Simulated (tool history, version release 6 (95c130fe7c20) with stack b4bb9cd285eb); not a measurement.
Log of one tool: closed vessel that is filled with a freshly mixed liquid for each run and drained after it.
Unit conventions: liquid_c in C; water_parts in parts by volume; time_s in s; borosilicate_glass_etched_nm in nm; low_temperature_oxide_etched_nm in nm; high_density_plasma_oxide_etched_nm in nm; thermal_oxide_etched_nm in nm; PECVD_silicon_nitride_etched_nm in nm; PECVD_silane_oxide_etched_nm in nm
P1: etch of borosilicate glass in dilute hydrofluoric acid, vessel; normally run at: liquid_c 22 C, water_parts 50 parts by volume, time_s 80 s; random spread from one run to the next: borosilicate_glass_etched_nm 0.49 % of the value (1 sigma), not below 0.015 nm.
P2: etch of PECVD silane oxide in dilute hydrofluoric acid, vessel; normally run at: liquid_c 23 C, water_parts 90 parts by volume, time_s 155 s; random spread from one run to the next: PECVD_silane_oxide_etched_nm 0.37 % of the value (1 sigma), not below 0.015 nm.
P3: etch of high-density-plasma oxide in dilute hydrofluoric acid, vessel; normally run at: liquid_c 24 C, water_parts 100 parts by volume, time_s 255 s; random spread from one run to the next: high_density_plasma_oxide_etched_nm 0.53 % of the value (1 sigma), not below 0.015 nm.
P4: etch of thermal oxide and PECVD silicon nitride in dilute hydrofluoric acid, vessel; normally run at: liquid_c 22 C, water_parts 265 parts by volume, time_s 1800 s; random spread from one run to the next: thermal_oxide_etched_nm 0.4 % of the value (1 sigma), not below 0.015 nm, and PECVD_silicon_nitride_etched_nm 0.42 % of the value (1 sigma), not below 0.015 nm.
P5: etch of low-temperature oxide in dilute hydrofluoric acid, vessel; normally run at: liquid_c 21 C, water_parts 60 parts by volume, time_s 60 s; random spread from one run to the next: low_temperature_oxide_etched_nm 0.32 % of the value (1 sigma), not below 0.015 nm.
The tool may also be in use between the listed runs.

run	hour	process	liquid_c	water_parts	time_s	hours since the thermometer was replaced	hours since the hydrofluoric acid flow meter was replaced	borosilicate_glass_etched_nm	low_temperature_oxide_etched_nm	high_density_plasma_oxide_etched_nm	thermal_oxide_etched_nm	PECVD_silicon_nitride_etched_nm	PECVD_silane_oxide_etched_nm
1	14.2	P1	22	50	80	943	1029.6	39.771					
2	23.4	P5	17	60	60	952.2	1038.8		22.137				
3	37.2	P1	22	30	140	966	1052.6	119.3					
4	50.7	P3	24	100	425	979.5	1066.1			20.975			
5	64.4	P1	22	85	125	993.2	1079.8	35.002					
6	73.4	P1	22	25	80	1002.2	1088.8	82.153					
7	82.2	P1	22	50	80	1011	1097.6	39.678					
# hour 91.8: thermometer replaced
8	92.1	P4	22	265	380	0.4	1107.5				4.8883	2.2097	
9	102.1	P2	23	90	155	10.4	1117.5						42.629
10	112.2	P1	26.5	50	80	20.5	1127.6	47.39					
11	123.2	P1	22	50	80	31.5	1138.6	39.407					
12	136	P1	22	50	80	44.3	1151.4	39.516					
13	148.5	P3	24	100	255	56.8	1163.9			12.747			
14	162.1	P1	22	50	140	70.4	1177.5	68.663					
15	178.6	P5	21	60	60	86.9	1194		26.202				
16	189.2	P2	23	90	230	97.5	1204.6						63.313
17	198.6	P1	22	85	80	106.9	1214	22.464					
18	210.9	P1	22	50	30	119.2	1226.3	14.792					
19	222.5	P1	22	50	80	130.8	1237.9	39.602					
20	235.5	P2	19	90	155	143.8	1250.9						36.167
21	244.8	P5	21	110	60	153.1	1260.2		13.457				
22	256.3	P5	21	60	30	164.6	1271.7		13.168				
23	270.9	P4	29.5	265	1800	179.2	1286.3				30.165	16.457	
24	281	P5	21	60	60	189.3	1296.4		26.254				
25	289.7	P4	22	165	1800	198	1305.1				40.826	16.499	
26	297.7	P3	19.5	100	255	206	1313.1			10.637			
27	308.7	P4	22	265	1800	217	1324.1				22.959	10.369	
28	319	P2	23	145	155	227.3	1334.4						24.742

Run 29 is up next; what results do you expect?
29	331.6	P4	22	265	1800	239.9	1347				?	?	

{"run 29": {"thermal_oxide_etched_nm": 22.991, "PECVD_silicon_nitride_etched_nm": 10.367}}
